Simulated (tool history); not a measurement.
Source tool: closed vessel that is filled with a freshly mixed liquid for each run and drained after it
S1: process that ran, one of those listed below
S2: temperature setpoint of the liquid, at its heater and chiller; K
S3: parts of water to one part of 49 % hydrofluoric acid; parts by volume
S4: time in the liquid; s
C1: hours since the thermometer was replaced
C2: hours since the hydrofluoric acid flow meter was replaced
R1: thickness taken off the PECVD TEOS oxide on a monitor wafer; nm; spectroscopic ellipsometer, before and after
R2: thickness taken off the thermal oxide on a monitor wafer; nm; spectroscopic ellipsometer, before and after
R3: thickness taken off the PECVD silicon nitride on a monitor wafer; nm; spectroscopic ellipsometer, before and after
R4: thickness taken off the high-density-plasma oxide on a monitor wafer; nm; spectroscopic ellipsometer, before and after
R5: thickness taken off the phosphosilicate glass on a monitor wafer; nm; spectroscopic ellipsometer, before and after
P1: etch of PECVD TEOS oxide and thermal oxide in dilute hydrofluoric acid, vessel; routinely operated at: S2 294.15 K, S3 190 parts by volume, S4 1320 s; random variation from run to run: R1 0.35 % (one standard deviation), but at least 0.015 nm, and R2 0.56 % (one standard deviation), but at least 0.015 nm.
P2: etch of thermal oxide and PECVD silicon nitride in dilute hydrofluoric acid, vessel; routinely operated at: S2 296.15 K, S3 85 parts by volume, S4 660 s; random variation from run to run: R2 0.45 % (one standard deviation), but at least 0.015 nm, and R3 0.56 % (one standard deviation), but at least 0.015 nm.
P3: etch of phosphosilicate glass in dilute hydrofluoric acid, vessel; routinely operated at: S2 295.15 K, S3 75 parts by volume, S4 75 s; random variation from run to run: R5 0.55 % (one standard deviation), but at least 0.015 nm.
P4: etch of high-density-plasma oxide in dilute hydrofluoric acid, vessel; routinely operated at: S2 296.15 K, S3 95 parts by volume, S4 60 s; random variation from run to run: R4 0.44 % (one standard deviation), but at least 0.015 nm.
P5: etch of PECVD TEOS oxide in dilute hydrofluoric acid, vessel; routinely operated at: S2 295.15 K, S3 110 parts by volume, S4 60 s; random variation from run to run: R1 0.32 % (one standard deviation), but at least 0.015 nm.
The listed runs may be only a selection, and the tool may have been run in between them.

run,hour,S1,S2,S3,S4,C1,C2,R1,R2,R3,R4,R5
1,10.7,P1,294.15,190,1320,609.2,862.5,47.8140,26.1280,,,
2,20.5,P2,296.15,85,120,619.0,872.3,,6.4158,3.7401,,
3,25.8,P1,294.15,105,1320,624.3,877.6,94.8880,51.5040,,,
4,35.7,P1,290.15,190,1320,634.2,887.5,40.8530,22.4070,,,
5,42.5,P1,294.15,190,1320,641.0,894.3,47.7310,25.8320,,,
6,52.2,P4,296.15,95,30,650.7,904.0,,,,2.8471,
7,57.6,P2,296.15,85,660,656.1,909.4,,35.1090,20.5800,,
8,66.9,P4,296.15,95,60,665.4,918.7,,,,5.6409,
9,76.0,P1,298.15,190,1320,674.5,927.8,55.2590,30.2950,,,
10,85.4,P1,294.15,275,1320,683.9,937.2,30.4770,16.7050,,,
11,95.0,P5,295.15,25,60,693.5,946.8,32.0800,,,,
12,104.8,P3,295.15,75,75,703.3,956.6,,,,,58.282
13,112.1,P4,290.15,95,60,710.6,963.9,,,,4.4593,
14,122.3,P1,294.15,190,2470,720.8,974.1,89.8990,48.6370,,,
15,131.3,P1,300.65,75,1320,729.8,983.1,178.7600,98.1900,,,
16,141.8,P5,295.15,110,60,740.3,993.6,6.6186,,,,
17,151.3,P5,301.15,110,60,749.8,1003.1,8.3186,,,,
18,158.9,P3,295.15,75,30,757.4,1010.7,,,,,23.191
19,164.2,P2,296.15,45,660,762.7,1016.0,,70.1240,38.4560,,
20,174.0,P3,291.65,75,75,772.5,1025.8,,,,,50.646
21,181.1,P5,295.15,110,60,779.6,1032.9,6.6403,,,,
22,191.7,P1,294.15,190,380,790.2,1043.5,13.7780,7.5033,,,
# hour 196.7: hydrofluoric acid flow meter replaced
23,201.0,P1,294.15,190,1320,799.5,4.3,47.7950,26.2390,,,
24,211.2,P3,295.15,30,75,809.7,14.5,,,,,154.970
25,221.4,P1,290.15,190,170,819.9,24.7,5.2652,2.8604,,,
26,231.5,P4,296.15,175,60,830.0,34.8,,,,2.8616,
27,239.5,P2,290.15,85,660,838.0,42.8,,27.3740,13.6510,,
28,247.6,P2,296.15,85,660,846.1,50.9,,35.1400,20.5790,,
29,255.0,P1,294.15,320,705,853.5,58.3,13.4070,7.4057,,,
30,264.0,P5,295.15,110,105,862.5,67.3,11.5080,,,,
31,272.9,P1,294.15,190,1320,871.4,76.2,47.7660,26.1430,,,
32,281.5,P1,294.15,190,1320,880.0,84.8,47.8360,26.2990,,,
33,292.0,P1,294.15,190,1320,890.5,95.3,47.5370,26.0730,,,
34,299.7,P1,294.15,190,1320,898.2,103.0,49.0640,26.9660,,,
35,309.5,P1,294.15,190,1320,908.0,112.8,49.8680,27.4760,,,
36,317.7,P1,294.15,190,1320,916.2,121.0,50.3750,27.4530,,,
37,328.7,P1,294.15,190,1320,927.2,132.0,50.9220,27.8030,,,
38,334.9,P1,294.15,190,1320,933.4,138.2,51.1280,27.9560,,,
39,340.1,P1,294.15,190,1320,938.6,143.4,51.1230,28.0400,,,
40,349.4,P1,294.15,190,1320,947.9,152.7,51.1010,27.6040,,,
41,355.9,P1,294.15,190,1320,954.4,159.2,51.2310,28.0510,,,

The log shows P1 creeping away from where it was. Any of the 2 causes listed here, at the size stated for it, fits the log just as well as the others:
A: liquid hotter than its thermometer reads (K) = 1.82
B: hydrofluoric acid flow above the setpoint (%) = 5.99
The gradual shift began around hour 292.0.

Question marks stand in for the results of the 4 check runs listed below, each run on one wafer. Under which run would the listed causes show clearly different results?
check 1,362.4,P3,295.15,75,75,,,,,,,?
check 2,362.4,P2,296.15,85,660,,,,?,?,,
check 3,362.4,P5,295.15,110,60,,,?,,,,
check 4,362.4,P4,296.15,95,60,,,,,,?,

What each check would give under each cause:
check,result,if A,if B
check 1,R5,62.655,61.984
check 2,R2,37.9680,37.6300
check 2,R3,23.1780,21.7480
check 3,R1,7.0782,7.0296
check 4,R4,6.1146,6.0676
Distance between the nearest two causes, measured in the result of the check that separates them most: check 1 1.08 %; check 2 6.37 %; check 3 0.69 %; check 4 0.77 %
Check 2 tells the causes apart: in the others they would give nearly the same result.

Running check 2 produced the following: R2 37.9580 nm; R3 23.2290 nm. Which one of the listed causes fits?

Of the candidate causes, it is A: liquid hotter than its thermometer reads (K).
